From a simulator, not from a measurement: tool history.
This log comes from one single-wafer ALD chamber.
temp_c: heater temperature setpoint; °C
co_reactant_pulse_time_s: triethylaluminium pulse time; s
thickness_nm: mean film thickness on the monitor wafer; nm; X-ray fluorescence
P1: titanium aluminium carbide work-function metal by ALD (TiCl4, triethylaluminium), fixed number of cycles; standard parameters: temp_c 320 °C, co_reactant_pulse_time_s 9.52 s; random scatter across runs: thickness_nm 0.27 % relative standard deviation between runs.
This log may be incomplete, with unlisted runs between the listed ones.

run,hour,temp_c,co_reactant_pulse_time_s,thickness_nm
1,11.6,320,9.52,2.1854
2,20.0,306,9.52,2.0623
3,29.3,342,6.53,2.2022
4,44.4,320,4.79,1.8442
5,54.8,320,9.52,2.1893
6,65.6,320,9.52,2.1832
7,77.8,320,9.52,2.1818
8,92.6,320,9.52,2.1901
9,101.8,332,15.20,2.3651
10,110.4,320,15.54,2.2617
11,124.8,309,5.67,1.8645
12,136.4,320,9.52,2.1763
13,145.3,342,9.52,2.3821
14,158.4,320,9.52,2.1892
15,170.6,320,9.52,2.1915
16,179.6,320,9.52,2.1690
17,191.1,320,9.52,2.1658
18,207.2,320,9.52,2.1543
19,219.2,320,9.52,2.1577
20,230.5,320,9.52,2.1588
21,242.5,320,9.52,2.1589

What P1 gives has crept off from where it sat before. The 2 causes that follow fit the log equally well, each at the size noted:
A: triethylaluminium dose below that of a fresh bottle (%) = 9.3
B: wafer temperature below the value expected at the setpoint (K) = 3.44
Creep in the process output first set in at about hour 170.6.

Of the 4 check runs listed below, each run on one wafer and each result written as a question mark, which would let you distinguish the listed causes because they would give clearly different results?
check 1,254.5,332,9.52,?
check 2,254.5,309,9.52,?
check 3,254.5,329,5.49,?
check 4,254.5,307,9.52,?

What every check run would give for each of its results, assuming each possible cause in turn:
check,result,if A,if B
check 1,thickness_nm,2.2590,2.2602
check 2,thickness_nm,2.0580,2.0569
check 3,thickness_nm,1.9299,1.9711
check 4,thickness_nm,2.0407,2.0394
Gap, in per cent, between the two causes that each check separates least, read from the result that separates them most: check 1 0.05 %; check 2 0.06 %; check 3 2.11 %; check 4 0.07 %
Of the check runs offered, only check 3 discriminates between the causes; the rest would read about the same regardless of which cause applies.

Running check 3 produced the following: thickness_nm 1.9223 nm. Which one of the listed causes fits?

Of the candidate causes, it is A: triethylaluminium dose below that of a fresh bottle (%).
